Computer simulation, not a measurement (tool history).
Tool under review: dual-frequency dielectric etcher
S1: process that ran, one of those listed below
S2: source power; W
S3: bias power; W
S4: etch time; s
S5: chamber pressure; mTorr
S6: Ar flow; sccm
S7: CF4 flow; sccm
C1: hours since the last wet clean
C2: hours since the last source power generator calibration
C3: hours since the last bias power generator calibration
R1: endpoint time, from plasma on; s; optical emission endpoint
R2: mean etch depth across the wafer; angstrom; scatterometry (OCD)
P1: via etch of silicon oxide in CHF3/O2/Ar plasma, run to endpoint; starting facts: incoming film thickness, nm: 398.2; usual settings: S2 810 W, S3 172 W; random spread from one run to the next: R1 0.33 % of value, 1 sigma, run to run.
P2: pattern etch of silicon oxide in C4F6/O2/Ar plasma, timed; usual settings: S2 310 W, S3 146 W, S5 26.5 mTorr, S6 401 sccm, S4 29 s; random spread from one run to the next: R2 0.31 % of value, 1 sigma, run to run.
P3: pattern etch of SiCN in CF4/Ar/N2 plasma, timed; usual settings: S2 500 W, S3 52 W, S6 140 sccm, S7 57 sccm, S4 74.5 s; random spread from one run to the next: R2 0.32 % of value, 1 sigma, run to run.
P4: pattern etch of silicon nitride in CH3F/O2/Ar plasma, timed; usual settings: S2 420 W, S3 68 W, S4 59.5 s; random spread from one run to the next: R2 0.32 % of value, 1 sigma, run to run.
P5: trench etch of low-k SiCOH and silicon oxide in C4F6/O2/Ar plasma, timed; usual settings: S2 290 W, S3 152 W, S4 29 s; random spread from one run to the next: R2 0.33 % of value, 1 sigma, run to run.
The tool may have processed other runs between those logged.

run,hour,S1,S2,S3,S4,S5,S6,S7,C1,C2,C3,R1,R2
1,5.6,P1,810,172,,,,,380.6,3478.6,956.4,182.68,
2,10.7,P5,290,152,40.5,,,,385.7,3483.7,961.5,,1040.3
3,16.6,P1,810,136,,,,,391.6,3489.6,967.4,196.93,
4,23.5,P2,310,146,29,26.5,401,,398.5,3496.5,974.3,,775.11
5,27.5,P3,500,52,103.5,,140,57,402.5,3500.5,978.3,,828.42
6,32,P4,560,68,59.5,,,,407,3505,982.8,,464.28
7,37.3,P3,310,52,74.5,,140,57,412.3,3510.3,988.1,,389.64
8,43,P1,1120,210,,,,,418,3516,993.8,151.29,
9,48,P5,290,152,29,,,,423,3521,998.8,,748.9
10,51.3,P5,290,113,29,,,,426.3,3524.3,1002.1,,682.89
11,57.3,P4,420,68,59.5,,,,432.3,3530.3,1008.1,,420.05
12,64.6,P5,370,152,29,,,,439.6,3537.6,1015.4,,826.66
13,69.6,P2,310,146,29,37,401,,444.6,3542.6,1020.4,,741.2
14,75.3,P1,530,172,,,,,450.3,3548.3,1026.1,215.75,
15,82.1,P3,500,52,74.5,,140,57,457.1,3555.1,1032.9,,593.82
16,87.3,P1,810,172,,,,,462.3,3560.3,1038.1,182.47,
17,92.7,P3,500,52,74.5,,91,57,467.7,3565.7,1043.5,,641.16
18,98.4,P4,420,46,59.5,,,,473.4,3571.4,1049.2,,366.95
19,105.2,P2,310,179,29,26.5,401,,480.2,3578.2,1056,,820.54
20,112.5,P4,420,68,85.5,,,,487.5,3585.5,1063.3,,601.67
21,118.7,P1,810,234,,,,,493.7,3591.7,1069.5,164.29,
22,124.8,P1,1000,142,,,,,499.8,3597.8,1075.6,179.99,
23,129,P1,810,172,,,,,504,3602,1079.8,182.6,
24,132.7,P4,420,68,59.5,,,,507.7,3605.7,1083.5,,416.73
25,136.7,P1,810,172,,,,,511.7,3609.7,1087.5,183.86,
26,139.9,P2,310,146,29,26.5,292,,514.9,3612.9,1090.7,,802
27,143.1,P2,310,146,37,26.5,401,,518.1,3616.1,1093.9,,984.01
28,149.9,P3,500,52,74.5,,140,36,524.9,3622.9,1100.7,,544.85
29,156.4,P3,500,73,74.5,,140,57,531.4,3629.4,1107.2,,668.43
30,161.6,P1,1140,172,,,,,536.6,3634.6,1112.4,161.07,
31,165.2,P2,210,146,29,26.5,401,,540.2,3638.2,1116,,658.87
32,172.2,P3,500,52,74.5,,140,57,547.2,3645.2,1123,,595.35
33,178.8,P1,810,172,,,,,553.8,3651.8,1129.6,182.44,
34,185.1,P5,290,152,29,,,,560.1,3658.1,1135.9,,748.72
35,188.5,P1,810,172,,,,,563.5,3661.5,1139.3,182.51,
36,191.9,P1,810,172,,,,,566.9,3664.9,1142.7,183.08,
37,197,P1,810,172,,,,,572,3670,1147.8,185.14,
38,201.6,P1,810,172,,,,,576.6,3674.6,1152.4,184.19,
39,208.2,P1,810,172,,,,,583.2,3681.2,1159,184.73,
40,213.9,P1,810,172,,,,,588.9,3686.9,1164.7,185.27,
# hour 216.8: wet clean of the chamber
41,218.8,P1,810,172,,,,,2.1,3691.8,1169.6,185.62,
42,223.7,P1,810,172,,,,,7,3696.7,1174.5,185.45,
43,228.2,P1,810,172,,,,,11.5,3701.2,1179,185.92,
44,233.2,P1,810,172,,,,,16.5,3706.2,1184,184.74,
45,239.3,P1,810,172,,,,,22.6,3712.3,1190.1,185.17,
46,243.6,P1,810,172,,,,,26.9,3716.6,1194.4,185.96,

P1 has crept away from where it was. The log is fitted equally well by each of these 2 causes, at the sizes shown:
A: source power that arrives under what is set, % = 4.14
B: bias power that arrives under what is set, % = 4.91
Creep in the process output first set in at about hour 188.5.
Why every other cause is out:
chamber walls in a state that lowers the etch rate, %: serviced at hour 216.8, after the drift had started, without restoring the earlier output

The 4 check runs listed below each average the results of 2 wafers, and their outcomes are marked with question marks. Under which run would the listed causes produce clearly different results?
check 1,247.9,P2,230,146,29,26.5,401,,,,,,?
check 2,247.9,P4,530,68,85,,,,,,,,?
check 3,247.9,P3,500,52,74.5,,94,57,,,,,?
check 4,247.9,P5,360,152,35.5,,,,,,,,?

How each check would come out, cause by cause:
check,result,if A,if B
check 1,R2,675.76,676.24
check 2,R2,643.01,642.8
check 3,R2,615.22,628.28
check 4,R2,981.19,982.41
Separation of the two closest causes in each check, using whichever result separates them best: check 1 0.07 %; check 2 0.03 %; check 3 2.1 %; check 4 0.12 %
Only in check 3 would the causes give clearly different results; in the remaining checks their results would be nearly the same.

Then check 3 was run and gave: R2 630.4 angstrom. Which cause is it?

It is B: bias power that arrives under what is set, %.
